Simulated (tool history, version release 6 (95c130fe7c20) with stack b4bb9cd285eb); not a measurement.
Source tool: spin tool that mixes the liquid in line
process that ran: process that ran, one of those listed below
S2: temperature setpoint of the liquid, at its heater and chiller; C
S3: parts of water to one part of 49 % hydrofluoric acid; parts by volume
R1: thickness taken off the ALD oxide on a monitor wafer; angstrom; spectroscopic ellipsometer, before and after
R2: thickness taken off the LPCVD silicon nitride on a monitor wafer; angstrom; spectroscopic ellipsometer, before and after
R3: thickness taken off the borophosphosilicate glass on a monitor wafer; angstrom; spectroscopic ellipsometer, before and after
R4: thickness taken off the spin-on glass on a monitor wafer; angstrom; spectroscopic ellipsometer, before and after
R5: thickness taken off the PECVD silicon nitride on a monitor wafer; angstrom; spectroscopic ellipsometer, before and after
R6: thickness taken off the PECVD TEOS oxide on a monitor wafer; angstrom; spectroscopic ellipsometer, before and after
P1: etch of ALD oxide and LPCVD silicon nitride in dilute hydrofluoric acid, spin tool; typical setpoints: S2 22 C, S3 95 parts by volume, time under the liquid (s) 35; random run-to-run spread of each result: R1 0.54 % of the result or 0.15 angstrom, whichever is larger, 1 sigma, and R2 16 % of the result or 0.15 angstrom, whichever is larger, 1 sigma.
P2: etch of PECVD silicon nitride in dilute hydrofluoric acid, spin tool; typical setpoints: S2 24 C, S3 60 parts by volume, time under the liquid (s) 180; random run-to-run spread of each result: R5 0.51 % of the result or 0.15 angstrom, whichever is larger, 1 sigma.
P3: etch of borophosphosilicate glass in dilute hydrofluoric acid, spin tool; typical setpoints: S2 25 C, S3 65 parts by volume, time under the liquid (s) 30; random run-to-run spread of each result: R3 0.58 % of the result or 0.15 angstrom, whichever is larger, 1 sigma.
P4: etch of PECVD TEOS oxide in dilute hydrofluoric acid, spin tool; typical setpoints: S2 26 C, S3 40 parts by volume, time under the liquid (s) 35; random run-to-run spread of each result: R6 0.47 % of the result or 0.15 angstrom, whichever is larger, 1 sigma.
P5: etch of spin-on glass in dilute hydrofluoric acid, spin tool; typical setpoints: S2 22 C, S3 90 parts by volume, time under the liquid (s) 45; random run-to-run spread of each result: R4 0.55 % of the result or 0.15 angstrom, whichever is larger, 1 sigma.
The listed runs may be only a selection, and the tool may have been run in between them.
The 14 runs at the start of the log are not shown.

{"run": 15, "hour": 215.5, "process that ran": "P1", "S2": 22, "S3": 45, "time under the liquid (s)": 35, "R1": 217.44, "R2": 4.1794}
{"run": 16, "hour": 224.5, "process that ran": "P1", "S2": 19, "S3": 95, "time under the liquid (s)": 15, "R1": 36.757, "R2": 0.89362}
{"run": 17, "hour": 240.4, "process that ran": "P5", "S2": 27, "S3": 90, "time under the liquid (s)": 45, "R4": 144.25}
{"run": 18, "hour": 254.0, "process that ran": "P2", "S2": 29, "S3": 60, "time under the liquid (s)": 180, "R5": 135.38}
{"run": 19, "hour": 264.9, "process that ran": "P4", "S2": 31, "S3": 40, "time under the liquid (s)": 35, "R6": 133.88}
{"run": 20, "hour": 278.9, "process that ran": "P1", "S2": 22, "S3": 135, "time under the liquid (s)": 15, "R1": 27.724, "R2": 0.30037}
{"run": 21, "hour": 295.6, "process that ran": "P1", "S2": 22, "S3": 95, "time under the liquid (s)": 35, "R1": 98.004, "R2": 1.5139}
{"run": 22, "hour": 306.7, "process that ran": "P3", "S2": 19, "S3": 65, "time under the liquid (s)": 30, "R3": 144.52}
{"run": 23, "hour": 315.5, "process that ran": "P1", "S2": 17, "S3": 95, "time under the liquid (s)": 35, "R1": 79.374, "R2": 1.2557}
{"run": 24, "hour": 326.7, "process that ran": "P1", "S2": 26, "S3": 95, "time under the liquid (s)": 35, "R1": 113.63, "R2": 1.8052}
{"run": 25, "hour": 336.9, "process that ran": "P4", "S2": 26, "S3": 20, "time under the liquid (s)": 35, "R6": 223.53}
{"run": 26, "hour": 345.4, "process that ran": "P1", "S2": 22, "S3": 95, "time under the liquid (s)": 35, "R1": 97.414, "R2": 1.7256}
{"run": 27, "hour": 354.1, "process that ran": "P2", "S2": 24, "S3": 60, "time under the liquid (s)": 180, "R5": 97.018}
{"run": 28, "hour": 367.5, "process that ran": "P5", "S2": 22, "S3": 55, "time under the liquid (s)": 45, "R4": 204.11}
{"run": 29, "hour": 377.9, "process that ran": "P5", "S2": 22, "S3": 90, "time under the liquid (s)": 45, "R4": 120.16}
{"run": 30, "hour": 390.1, "process that ran": "P2", "S2": 24, "S3": 20, "time under the liquid (s)": 180, "R5": 281.34}
{"run": 31, "hour": 404.6, "process that ran": "P4", "S2": 26, "S3": 40, "time under the liquid (s)": 20, "R6": 62.017}

Predict the results of run 32:
{"run": 32, "hour": 419.6, "process that ran": "P3", "S2": 25, "S3": 65, "time under the liquid (s)": 30, "R3": "?"}

R3: 184.13 angstrom

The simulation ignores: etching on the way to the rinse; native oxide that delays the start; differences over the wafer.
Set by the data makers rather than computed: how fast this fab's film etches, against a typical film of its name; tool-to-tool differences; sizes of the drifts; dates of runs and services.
